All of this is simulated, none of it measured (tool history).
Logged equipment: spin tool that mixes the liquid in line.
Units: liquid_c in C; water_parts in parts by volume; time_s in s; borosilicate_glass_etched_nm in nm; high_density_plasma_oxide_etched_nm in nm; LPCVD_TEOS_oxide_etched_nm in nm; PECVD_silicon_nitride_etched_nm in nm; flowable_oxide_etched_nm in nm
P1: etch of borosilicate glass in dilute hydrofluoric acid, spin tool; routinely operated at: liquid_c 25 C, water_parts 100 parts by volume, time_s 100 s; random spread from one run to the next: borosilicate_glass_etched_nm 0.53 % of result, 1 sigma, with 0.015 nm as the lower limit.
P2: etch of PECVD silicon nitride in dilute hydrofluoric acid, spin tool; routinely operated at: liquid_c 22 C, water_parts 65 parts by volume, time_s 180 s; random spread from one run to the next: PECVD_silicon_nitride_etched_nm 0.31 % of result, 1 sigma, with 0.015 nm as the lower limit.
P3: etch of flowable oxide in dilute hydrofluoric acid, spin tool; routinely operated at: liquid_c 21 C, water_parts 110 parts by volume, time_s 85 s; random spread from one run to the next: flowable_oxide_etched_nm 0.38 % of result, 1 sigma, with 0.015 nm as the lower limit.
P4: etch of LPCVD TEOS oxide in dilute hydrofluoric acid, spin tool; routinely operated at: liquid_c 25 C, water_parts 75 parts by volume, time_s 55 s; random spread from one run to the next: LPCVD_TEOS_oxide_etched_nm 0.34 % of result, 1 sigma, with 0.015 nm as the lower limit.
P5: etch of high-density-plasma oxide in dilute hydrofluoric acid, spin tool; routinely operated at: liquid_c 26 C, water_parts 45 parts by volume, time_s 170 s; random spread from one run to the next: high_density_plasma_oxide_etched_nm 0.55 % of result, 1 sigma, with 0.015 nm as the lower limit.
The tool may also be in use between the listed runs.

run   hour  process  liquid_c  water_parts  time_s  borosilicate_glass_etched_nm  high_density_plasma_oxide_etched_nm  LPCVD_TEOS_oxide_etched_nm  PECVD_silicon_nitride_etched_nm  flowable_oxide_etched_nm
  1      9       P1        25          100     100                        43.062
  2   17.4       P5        26           45     170                                                             21.852
  3   22.3       P1        25          100     100                        42.933
  4   31.8       P1        29          100      55                        27.626
  5   42.6       P1        25          165     100                        24.211
  6   49.9       P4      32.5           75      55                                                                                         22.639
  7   60.9       P2        22           65     180                                                                                                                           13.49
  8   71.7       P4        25          135      55                                                                                         8.6776
  9   79.2       P4        25           75      15                                                                                         4.6116
 10   87.6       P3        21          110      85                                                                                                                                                    18.737
 11   95.6       P5        26           75     170                                                              12.62
 12  104.1       P1        25          100     100                        42.905
 13  110.4       P1      30.5          100     100                        53.191
 14  117.8       P1        25          100     100                        43.285
 15    127       P1        25          100     185                        79.894
 16  134.9       P4        25           75      55                                                                                          16.88
 17  142.9       P3        21          110      15                                                                                                                                                    3.3253
 18    149       P2        22           65     320                                                                                                                          23.896
 19  157.9       P3      25.5          110      85                                                                                                                                                    22.351
 20  168.4       P2        17           65     180                                                                                                                          9.4761
 21  173.7       P3        21          165      85                                                                                                                                                    11.735
 22  182.6       P5        30           45     170                                                             25.726
 23  187.8       P1        25           55     100                        83.767
 24  193.5       P1      31.5          100     170                        93.686
 25  198.9       P2        22          115     180                                                                                                                          7.6702
 26  204.7       P5        26           45      70                                                             9.0159
 27  213.8       P1        25          100     100                        42.844
 28  224.6       P1        19          100     100                        33.887
 29    234       P1        25          100      45                        19.421
 30  241.4       P2        22           65     180                                                                                                                          13.438
 31  249.3       P1        25          100     100                        43.228
 32  255.6       P1        25          100     100                        42.886
 33  260.9       P1        25          100     100                        42.178
 34  268.7       P1        25          100     100                        41.082
 35  276.4       P1        25          100     100                        40.812
 36  281.4       P1        25          100     100                        40.822
 37  290.2       P1        25          100     100                        39.967
 38  295.9       P1        25          100     100                         39.92
 39  303.6       P1        25          100     100                        39.821
 40  313.6       P1        25          100     100                        40.222

P1 no longer gives what it gave before; its output has crept away from where it was. The following 2 causes, each at its listed size, fit the log equally well:
A: liquid colder than its thermometer reads (K) = 2.03
B: hydrofluoric acid flow below the setpoint (%) = 6.87
The process output started creeping at around hour 255.6.

The check runs listed below each take one wafer, and their results are still question marks. Under which run would the listed causes lead to clearly different results?
check 1  323.6       P4        30           75      55                                                                                              ?
check 2  323.6       P2        22           65     305                                                                                                                               ?
check 3  323.6       P3        21          155      85                                                                                                                                                         ?
check 4  323.6       P5        26           70     170                                                                  ?

What every check run would give for each of its results, assuming each possible cause in turn:
  check                               result    if A    if B
check 1           LPCVD_TEOS_oxide_etched_nm   18.99  18.976
check 2      PECVD_silicon_nitride_etched_nm  19.789  21.213
check 3             flowable_oxide_etched_nm   11.68   11.65
check 4  high_density_plasma_oxide_etched_nm  12.537  12.581
Separation of the two closest causes in each check, using whichever result separates them best: check 1 0.07 %; check 2 6.95 %; check 3 0.26 %; check 4 0.35 %
Of the check runs offered, only check 2 discriminates between the causes; the rest would read about the same regardless of which cause applies.

Check 2 was then run and gave: PECVD_silicon_nitride_etched_nm 21.145 nm. Which cause is it?

It is B: hydrofluoric acid flow below the setpoint (%).
